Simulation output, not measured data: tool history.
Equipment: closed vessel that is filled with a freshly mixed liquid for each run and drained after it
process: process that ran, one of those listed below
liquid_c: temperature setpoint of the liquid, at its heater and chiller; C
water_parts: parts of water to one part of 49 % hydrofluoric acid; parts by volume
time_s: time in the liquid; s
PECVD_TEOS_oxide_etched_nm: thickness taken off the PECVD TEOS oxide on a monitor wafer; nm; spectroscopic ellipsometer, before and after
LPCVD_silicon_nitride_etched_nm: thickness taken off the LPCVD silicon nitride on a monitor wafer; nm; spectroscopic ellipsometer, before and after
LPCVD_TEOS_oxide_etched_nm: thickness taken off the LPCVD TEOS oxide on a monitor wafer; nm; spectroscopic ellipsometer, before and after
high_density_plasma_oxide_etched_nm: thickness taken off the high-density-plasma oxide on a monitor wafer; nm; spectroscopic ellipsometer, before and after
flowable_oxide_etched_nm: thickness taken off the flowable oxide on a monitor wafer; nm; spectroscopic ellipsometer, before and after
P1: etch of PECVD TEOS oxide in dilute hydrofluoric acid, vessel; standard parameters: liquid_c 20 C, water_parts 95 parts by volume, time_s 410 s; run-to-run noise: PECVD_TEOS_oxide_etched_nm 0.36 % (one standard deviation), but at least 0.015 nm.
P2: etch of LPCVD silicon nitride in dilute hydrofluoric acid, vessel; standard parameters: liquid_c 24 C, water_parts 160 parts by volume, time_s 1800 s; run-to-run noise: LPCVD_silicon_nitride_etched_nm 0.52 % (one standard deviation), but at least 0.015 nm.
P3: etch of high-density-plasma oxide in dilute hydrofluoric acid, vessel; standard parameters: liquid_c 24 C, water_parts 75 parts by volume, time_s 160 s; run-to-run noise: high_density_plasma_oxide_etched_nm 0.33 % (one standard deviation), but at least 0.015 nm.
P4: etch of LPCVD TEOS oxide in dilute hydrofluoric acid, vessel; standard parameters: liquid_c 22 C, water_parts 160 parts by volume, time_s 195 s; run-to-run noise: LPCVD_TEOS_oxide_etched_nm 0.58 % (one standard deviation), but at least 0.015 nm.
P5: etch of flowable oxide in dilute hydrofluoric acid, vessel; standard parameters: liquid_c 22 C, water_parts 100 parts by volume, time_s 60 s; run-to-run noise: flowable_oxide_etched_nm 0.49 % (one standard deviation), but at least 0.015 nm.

| run | hour | process | liquid_c | water_parts | time_s | PECVD_TEOS_oxide_etched_nm | LPCVD_silicon_nitride_etched_nm | LPCVD_TEOS_oxide_etched_nm | high_density_plasma_oxide_etched_nm | flowable_oxide_etched_nm |
|---|---|---|---|---|---|---|---|---|---|---|
| 1 | 8.9 | P1 | 20 | 95 | 410 | 31.776 |  |  |  |  |
| 2 | 17.4 | P2 | 24 | 95 | 1800 |  | 9.4899 |  |  |  |
| 3 | 31.6 | P1 | 27.5 | 95 | 680 | 70.392 |  |  |  |  |
| 4 | 46.2 | P1 | 20 | 95 | 410 | 31.588 |  |  |  |  |
| 5 | 56.1 | P4 | 22 | 160 | 30 |  |  | 9.1162 |  |  |
| 6 | 65.4 | P4 | 22 | 40 | 195 |  |  | 267.94 |  |  |
| 7 | 77.6 | P1 | 20 | 30 | 410 | 108.4 |  |  |  |  |
| 8 | 88.6 | P3 | 24 | 20 | 160 |  |  |  | 77.319 |  |
| 9 | 100.8 | P3 | 17 | 75 | 160 |  |  |  | 14.337 |  |
| 10 | 115.9 | P2 | 24 | 160 | 3080 |  | 9.7965 |  |  |  |
| 11 | 123.9 | P3 | 24 | 75 | 305 |  |  |  | 36.566 |  |
| 12 | 133.4 | P1 | 20 | 130 | 410 | 22.122 |  |  |  |  |
|  | 138.7 | thermometer replaced |
| 13 | 140.6 | P5 | 22 | 100 | 30 |  |  |  |  | 9.4436 |
| 14 | 153.8 | P4 | 22 | 160 | 195 |  |  | 58.598 |  |  |
| 15 | 161.6 | P4 | 22 | 160 | 195 |  |  | 58.446 |  |  |
| 16 | 174.8 | P1 | 20 | 95 | 410 | 31.757 |  |  |  |  |
| 17 | 187.9 | P1 | 20 | 95 | 410 | 31.566 |  |  |  |  |
| 18 | 203 | P5 | 22 | 100 | 60 |  |  |  |  | 18.788 |
| 19 | 216.9 | P1 | 17 | 95 | 410 | 27.975 |  |  |  |  |
| 20 | 226.1 | P1 | 20 | 95 | 205 | 15.664 |  |  |  |  |
| 21 | 237.6 | P1 | 20 | 95 | 675 | 52.377 |  |  |  |  |

Predict the results of run 22:
| 22 | 253 | P1 | 20 | 55 | 70 | ? |  |  |  |  |

{"run 22": {"PECVD_TEOS_oxide_etched_nm": 9.7863}}
